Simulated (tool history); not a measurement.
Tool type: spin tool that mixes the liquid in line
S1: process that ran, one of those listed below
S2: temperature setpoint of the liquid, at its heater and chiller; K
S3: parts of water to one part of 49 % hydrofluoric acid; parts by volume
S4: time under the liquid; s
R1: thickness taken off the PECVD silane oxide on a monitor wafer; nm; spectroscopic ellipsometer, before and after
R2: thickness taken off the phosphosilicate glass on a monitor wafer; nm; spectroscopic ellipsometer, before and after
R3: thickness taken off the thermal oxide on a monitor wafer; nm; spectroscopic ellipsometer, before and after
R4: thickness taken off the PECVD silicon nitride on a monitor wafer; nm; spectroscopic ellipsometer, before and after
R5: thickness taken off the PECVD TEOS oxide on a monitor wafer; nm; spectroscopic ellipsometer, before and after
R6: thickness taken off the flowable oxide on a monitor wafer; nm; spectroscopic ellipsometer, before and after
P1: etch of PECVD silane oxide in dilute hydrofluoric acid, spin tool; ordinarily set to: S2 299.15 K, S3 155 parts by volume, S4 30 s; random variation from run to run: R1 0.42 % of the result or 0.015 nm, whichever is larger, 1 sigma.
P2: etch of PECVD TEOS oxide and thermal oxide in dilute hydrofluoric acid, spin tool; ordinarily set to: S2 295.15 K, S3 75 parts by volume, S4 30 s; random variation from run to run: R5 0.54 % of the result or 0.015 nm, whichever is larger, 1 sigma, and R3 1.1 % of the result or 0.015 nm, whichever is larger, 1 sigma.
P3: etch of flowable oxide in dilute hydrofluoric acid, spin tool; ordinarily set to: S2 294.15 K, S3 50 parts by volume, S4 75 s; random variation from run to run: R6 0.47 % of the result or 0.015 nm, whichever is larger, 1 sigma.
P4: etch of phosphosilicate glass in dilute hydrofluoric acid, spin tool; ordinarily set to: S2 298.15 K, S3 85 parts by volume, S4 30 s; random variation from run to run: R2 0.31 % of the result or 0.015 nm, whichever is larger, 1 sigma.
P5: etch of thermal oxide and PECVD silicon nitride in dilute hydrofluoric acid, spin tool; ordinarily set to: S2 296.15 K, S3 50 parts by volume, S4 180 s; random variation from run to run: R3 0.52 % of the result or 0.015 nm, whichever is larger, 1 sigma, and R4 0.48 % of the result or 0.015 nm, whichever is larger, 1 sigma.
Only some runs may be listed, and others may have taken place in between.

{"run": 1, "day": 0.371, "S1": "P1", "S2": 299.15, "S3": 155, "S4": 30, "R1": 9.956}
{"run": 2, "day": 0.812, "S1": "P1", "S2": 299.15, "S3": 155, "S4": 15, "R1": 4.9178}
{"run": 3, "day": 1.442, "S1": "P1", "S2": 299.15, "S3": 155, "S4": 50, "R1": 16.455}
{"run": 4, "day": 2.004, "S1": "P4", "S2": 298.15, "S3": 85, "S4": 15, "R2": 30.866}
{"run": 5, "day": 2.571, "S1": "P5", "S2": 296.15, "S3": 50, "S4": 180, "R3": 17.332, "R4": 11.675}
{"run": 6, "day": 2.962, "S1": "P2", "S2": 295.15, "S3": 75, "S4": 15, "R3": 0.90195, "R5": 3.465}
{"run": 7, "day": 3.254, "S1": "P5", "S2": 296.15, "S3": 20, "S4": 180, "R3": 45.428, "R4": 28.439}
{"run": 8, "day": 3.783, "S1": "P2", "S2": 302.65, "S3": 75, "S4": 30, "R3": 2.3956, "R5": 9.4363}
{"run": 9, "day": 4.138, "S1": "P4", "S2": 306.15, "S3": 85, "S4": 30, "R2": 84.008}
{"run": 10, "day": 4.417, "S1": "P1", "S2": 299.15, "S3": 75, "S4": 30, "R1": 22.518}
{"run": 11, "day": 4.742, "S1": "P3", "S2": 301.15, "S3": 50, "S4": 75, "R6": 67.981}
{"run": 12, "day": 5.179, "S1": "P2", "S2": 295.15, "S3": 115, "S4": 30, "R3": 1.118, "R5": 4.3577}
{"day": 5.562, "done": "thermometer replaced"}
{"run": 13, "day": 5.575, "S1": "P1", "S2": 304.65, "S3": 155, "S4": 30, "R1": 12.028}
{"run": 14, "day": 6.0, "S1": "P5", "S2": 296.15, "S3": 50, "S4": 285, "R3": 27.542, "R4": 18.612}
{"run": 15, "day": 6.342, "S1": "P1", "S2": 294.65, "S3": 155, "S4": 30, "R1": 8.3334}
{"run": 16, "day": 6.833, "S1": "P2", "S2": 295.15, "S3": 75, "S4": 30, "R3": 1.8191, "R5": 6.9831}
{"run": 17, "day": 7.379, "S1": "P1", "S2": 299.15, "S3": 155, "S4": 30, "R1": 9.9072}
{"run": 18, "day": 7.888, "S1": "P4", "S2": 298.15, "S3": 85, "S4": 30, "R2": 61.408}
{"run": 19, "day": 8.35, "S1": "P3", "S2": 294.15, "S3": 50, "S4": 75, "R6": 50.82}
{"run": 20, "day": 8.638, "S1": "P1", "S2": 299.15, "S3": 270, "S4": 30, "R1": 5.0164}
{"run": 21, "day": 9.258, "S1": "P4", "S2": 298.15, "S3": 85, "S4": 30, "R2": 61.432}
{"run": 22, "day": 9.733, "S1": "P1", "S2": 291.15, "S3": 155, "S4": 50, "R1": 12.122}
{"run": 23, "day": 10.308, "S1": "P1", "S2": 299.15, "S3": 155, "S4": 30, "R1": 9.8416}
{"run": 24, "day": 10.904, "S1": "P5", "S2": 291.15, "S3": 50, "S4": 180, "R3": 14.075, "R4": 8.3362}
{"run": 25, "day": 11.317, "S1": "P1", "S2": 299.15, "S3": 155, "S4": 30, "R1": 9.9206}
{"run": 26, "day": 11.821, "S1": "P4", "S2": 298.15, "S3": 145, "S4": 30, "R2": 33.461}
{"run": 27, "day": 12.258, "S1": "P1", "S2": 299.15, "S3": 155, "S4": 30, "R1": 9.9309}
{"run": 28, "day": 12.612, "S1": "P3", "S2": 294.15, "S3": 90, "S4": 75, "R6": 27.318}
{"run": 29, "day": 12.996, "S1": "P5", "S2": 296.15, "S3": 50, "S4": 180, "R3": 17.329, "R4": 11.672}
{"run": 30, "day": 13.4, "S1": "P1", "S2": 299.15, "S3": 155, "S4": 30, "R1": 9.8906}
{"run": 31, "day": 13.771, "S1": "P2", "S2": 295.15, "S3": 75, "S4": 30, "R3": 1.796, "R5": 6.9879}
{"run": 32, "day": 14.362, "S1": "P3", "S2": 294.15, "S3": 50, "S4": 40, "R6": 27.071}
{"run": 33, "day": 14.7, "S1": "P1", "S2": 299.15, "S3": 155, "S4": 30, "R1": 9.9848}
{"run": 34, "day": 15.196, "S1": "P1", "S2": 299.15, "S3": 155, "S4": 30, "R1": 9.5992}
{"run": 35, "day": 15.504, "S1": "P1", "S2": 299.15, "S3": 155, "S4": 30, "R1": 9.4357}
{"run": 36, "day": 15.958, "S1": "P1", "S2": 299.15, "S3": 155, "S4": 30, "R1": 9.2791}
{"run": 37, "day": 16.417, "S1": "P1", "S2": 299.15, "S3": 155, "S4": 30, "R1": 9.2783}
{"run": 38, "day": 16.954, "S1": "P1", "S2": 299.15, "S3": 155, "S4": 30, "R1": 9.1692}
{"run": 39, "day": 17.325, "S1": "P1", "S2": 299.15, "S3": 155, "S4": 30, "R1": 9.2108}
{"run": 40, "day": 17.812, "S1": "P1", "S2": 299.15, "S3": 155, "S4": 30, "R1": 9.19}
{"run": 41, "day": 18.312, "S1": "P1", "S2": 299.15, "S3": 155, "S4": 30, "R1": 9.1187}

P1 has crept away from where it was. The log is fitted equally well by each of these 2 causes, at the sizes shown:
A: hydrofluoric acid flow below the setpoint (%) = 6.47
B: liquid colder than its thermometer reads (K) = 2.11
The drift started at roughly day 14.700.

The check runs listed below each take one wafer, and their results are still question marks. Under which run would the listed causes lead to clearly different results?
{"run": "check 1", "day": 18.812, "S1": "P2", "S2": 302.15, "S3": 75, "S4": 30, "R3": "?", "R5": "?"}
{"run": "check 2", "day": 18.812, "S1": "P3", "S2": 297.15, "S3": 85, "S4": 75, "R6": "?"}
{"run": "check 3", "day": 18.812, "S1": "P4", "S2": 305.65, "S3": 85, "S4": 15, "R2": "?"}
{"run": "check 4", "day": 18.812, "S1": "P5", "S2": 296.15, "S3": 50, "S4": 250, "R3": "?", "R4": "?"}

How each check would come out, cause by cause:
check=check_1 result=R3 if_A=2.19800 if_B=2.18050
check=check_1 result=R5 if_A=8.5367 if_B=8.4688
check=check_2 result=R6 if_A=30.099 if_B=29.768
check=check_3 result=R2 if_A=38.034 if_B=37.910
check=check_4 result=R3 if_A=22.50100 if_B=22.12500
check=check_4 result=R4 if_A=15.2160 if_B=14.0590
Gap, in per cent, between the two causes that each check separates least, read from the result that separates them most: check 1 0.8 %; check 2 1.11 %; check 3 0.33 %; check 4 7.91 %
The causes can be told apart only by check 4. The other checks would give nearly the same results under each of them.

Check 4 was carried out, with these results: R3 21.96900 nm; R4 14.1000 nm. Which of the listed causes is responsible?

It was cause B: liquid colder than its thermometer reads (K).

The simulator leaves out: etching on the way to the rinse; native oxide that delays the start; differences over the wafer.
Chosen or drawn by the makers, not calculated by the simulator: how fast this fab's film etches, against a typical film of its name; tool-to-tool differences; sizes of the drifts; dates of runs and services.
